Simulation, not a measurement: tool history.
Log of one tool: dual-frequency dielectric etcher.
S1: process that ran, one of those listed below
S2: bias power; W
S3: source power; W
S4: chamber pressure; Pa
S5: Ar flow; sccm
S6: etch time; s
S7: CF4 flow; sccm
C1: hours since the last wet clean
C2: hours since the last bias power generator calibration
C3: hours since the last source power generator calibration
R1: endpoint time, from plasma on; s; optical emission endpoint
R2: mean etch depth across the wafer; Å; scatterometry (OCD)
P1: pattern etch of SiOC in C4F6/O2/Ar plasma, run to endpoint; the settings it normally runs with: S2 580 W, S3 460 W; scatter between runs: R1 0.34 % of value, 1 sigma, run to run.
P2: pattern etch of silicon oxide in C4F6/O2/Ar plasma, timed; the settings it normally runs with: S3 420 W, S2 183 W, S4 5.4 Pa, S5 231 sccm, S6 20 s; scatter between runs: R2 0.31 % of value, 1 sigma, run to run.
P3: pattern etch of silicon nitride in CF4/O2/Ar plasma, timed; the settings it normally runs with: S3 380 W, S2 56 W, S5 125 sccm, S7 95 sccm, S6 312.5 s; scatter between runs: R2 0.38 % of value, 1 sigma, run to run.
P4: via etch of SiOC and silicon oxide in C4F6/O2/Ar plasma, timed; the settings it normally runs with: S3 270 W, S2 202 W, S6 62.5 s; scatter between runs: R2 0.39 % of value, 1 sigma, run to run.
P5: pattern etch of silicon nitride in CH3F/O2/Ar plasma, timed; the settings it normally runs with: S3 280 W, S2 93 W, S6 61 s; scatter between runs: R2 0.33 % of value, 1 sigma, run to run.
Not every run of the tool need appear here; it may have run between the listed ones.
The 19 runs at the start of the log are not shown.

run,hour,S1,S2,S3,S4,S5,S6,S7,C1,C2,C3,R1,R2
20,214.1,P1,580,460,,,,,438.8,108.9,3921.4,16.079,
21,225.9,P1,580,460,,,,,450.6,120.7,3933.2,16.109,
22,235.6,P1,580,460,,,,,460.3,130.4,3942.9,15.986,
23,244.6,P3,56,380,,125,427,95,469.3,139.4,3951.9,,6419.8
24,256.4,P1,580,370,,,,,481.1,151.2,3963.7,17.418,
25,265.6,P5,93,280,,,82,,490.3,160.4,3972.9,,559.32
26,275.8,P5,93,280,,,61,,500.5,170.6,3983.1,,415.28
27,288.3,P1,456,560,,,,,513,183.1,3995.6,16.353,
28,301.5,P3,56,380,,100,312.5,95,526.2,196.3,4008.8,,4835.2
29,314.6,P4,202,270,,,62.5,,539.3,209.4,4021.9,,641.53
30,328.5,P1,385,280,,,,,553.2,223.3,4035.8,22.451,
31,337.4,P4,202,360,,,62.5,,562.1,232.2,4044.7,,712.39
32,348.8,P4,202,270,,,62.5,,573.5,243.6,4056.1,,632.06

Run 33 is up next; what results do you expect?
33,359,P5,65,280,,,61,,583.7,253.8,4066.3,,?

Run 33 measured R2 365.08 Å.
